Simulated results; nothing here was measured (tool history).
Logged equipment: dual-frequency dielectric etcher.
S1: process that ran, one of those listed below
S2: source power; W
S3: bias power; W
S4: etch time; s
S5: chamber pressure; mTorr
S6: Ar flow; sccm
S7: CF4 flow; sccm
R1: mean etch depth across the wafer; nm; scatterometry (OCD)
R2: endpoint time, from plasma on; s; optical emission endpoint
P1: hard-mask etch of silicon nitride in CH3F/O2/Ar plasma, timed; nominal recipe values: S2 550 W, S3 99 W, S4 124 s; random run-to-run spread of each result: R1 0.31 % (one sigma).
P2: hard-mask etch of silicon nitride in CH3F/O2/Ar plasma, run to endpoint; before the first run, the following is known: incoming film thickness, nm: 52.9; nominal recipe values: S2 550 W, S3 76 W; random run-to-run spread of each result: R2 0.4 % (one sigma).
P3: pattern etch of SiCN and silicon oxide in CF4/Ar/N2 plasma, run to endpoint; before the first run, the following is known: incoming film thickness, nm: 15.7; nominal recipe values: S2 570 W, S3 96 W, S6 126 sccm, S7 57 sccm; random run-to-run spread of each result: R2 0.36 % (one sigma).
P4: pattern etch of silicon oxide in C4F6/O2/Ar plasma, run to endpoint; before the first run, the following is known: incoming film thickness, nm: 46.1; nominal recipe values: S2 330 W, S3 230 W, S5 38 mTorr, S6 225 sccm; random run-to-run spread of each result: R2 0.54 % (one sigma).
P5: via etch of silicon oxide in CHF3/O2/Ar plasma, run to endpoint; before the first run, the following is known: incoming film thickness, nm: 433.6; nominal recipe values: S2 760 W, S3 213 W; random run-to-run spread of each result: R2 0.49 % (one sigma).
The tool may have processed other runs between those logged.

run   hour  S1    S2   S3     S4    S5   S6  S7      R1      R2
  1    5.1  P1   550   99    124                 108.81
  2    9.4  P1   550  119    124                 115.34
  3     15  P2   770   76                                57.586
  4   22.6  P1   640   99   88.5                 82.182
      22.9  -- wet clean of the chamber
  5   28.4  P1   550   99    124                 107.67
  6   32.8  P5   760  213                                   186
  7   36.5  P2   550   76                                65.497
  8   41.4  P1   780   99    124                 123.66
  9   45.2  P2   550   59                                71.348
 10   52.4  P4   330  230         48.5  225              14.576
 11   59.8  P4   330  230           38  225              14.286
 12   66.9  P3   570   96                82  57          13.023
 13   74.6  P4   330  230           38  225              14.189
 14   79.9  P1   550   99   71.5                 62.709
 15   87.6  P1   550   69    124                 95.434
 16   91.2  P3   570  123               126  57           12.58
 17   98.3  P1   550   99    124                 108.29
 18  103.3  P4   330  230           38  136              13.514
 19  109.4  P1   550  125  162.5                 154.67
 20  116.5  P5   760  213                                184.92
 21  122.6  P4   400  230           38  225              13.218
 22  129.2  P1   550   99    124                  108.4
 23  134.6  P3   570   96               126  57          13.848
 24  139.6  P3   400   96               126  57          18.827
 25  143.2  P5   760  293                                165.15
 26  150.1  P3   570   96               126  44          14.367
 27  154.1  P4   330  133           38  225              16.934
 28  159.7  P1   550   99    162                 142.12
 29  163.2  P5  1020  213                                165.94
 30  166.9  P1   550   99    124                 107.75
 31  171.1  P1   380   99    124                 94.529
 32  174.9  P1   550   99    124                  108.1
 33  180.9  P1   550   99    124                  109.7
 34  188.8  P1   550   99    124                 109.26
 35  195.7  P1   550   99    124                 110.45
 36  201.1  P1   550   99    124                 110.06
     202.6  -- wet clean of the chamber
 37  206.1  P1   550   99    124                  110.3
 38  212.8  P1   550   99    124                 109.72

What P1 gives has crept off from where it sat before. The 2 causes that follow fit the log equally well, each at the size noted:
A: source power that arrives over what is set, % = 4.27
B: bias power that arrives over what is set, % = 4.44
At approximately hour 174.9, the process output began to creep.
Each remaining cause and why it is not a fit:
chamber walls in a state that raises the etch rate, %: work on it at hour 202.6, done after the drift set in, did not restore what the process gave before

Below are 4 check runs, each averaged over 2 wafers, with their results shown as question marks. Which of them would give clearly different results depending on which cause is behind the drift?
check 1  219.5  P5  960  213                        ?
check 2  219.5  P3  570   96           86  57       ?
check 3  219.5  P4  330  230      38  143           ?
check 4  219.5  P2  670   76                        ?

Check results expected under each cause:
  check  result    if A    if B
check 1      R2  166.51  166.73
check 2      R2  12.609  12.879
check 3      R2  13.261  13.279
check 4      R2  59.847  59.936
Gap, in per cent, between the two causes that each check separates least, read from the result that separates them most: check 1 0.13 %; check 2 2.12 %; check 3 0.13 %; check 4 0.15 %
Only check 2 tells the causes apart: in the others they would give nearly the same result.

Check 2 was carried out, with these results: R2 12.638 s. Which of the listed causes is responsible?

Of the candidate causes, it is A: source power that arrives over what is set, %.
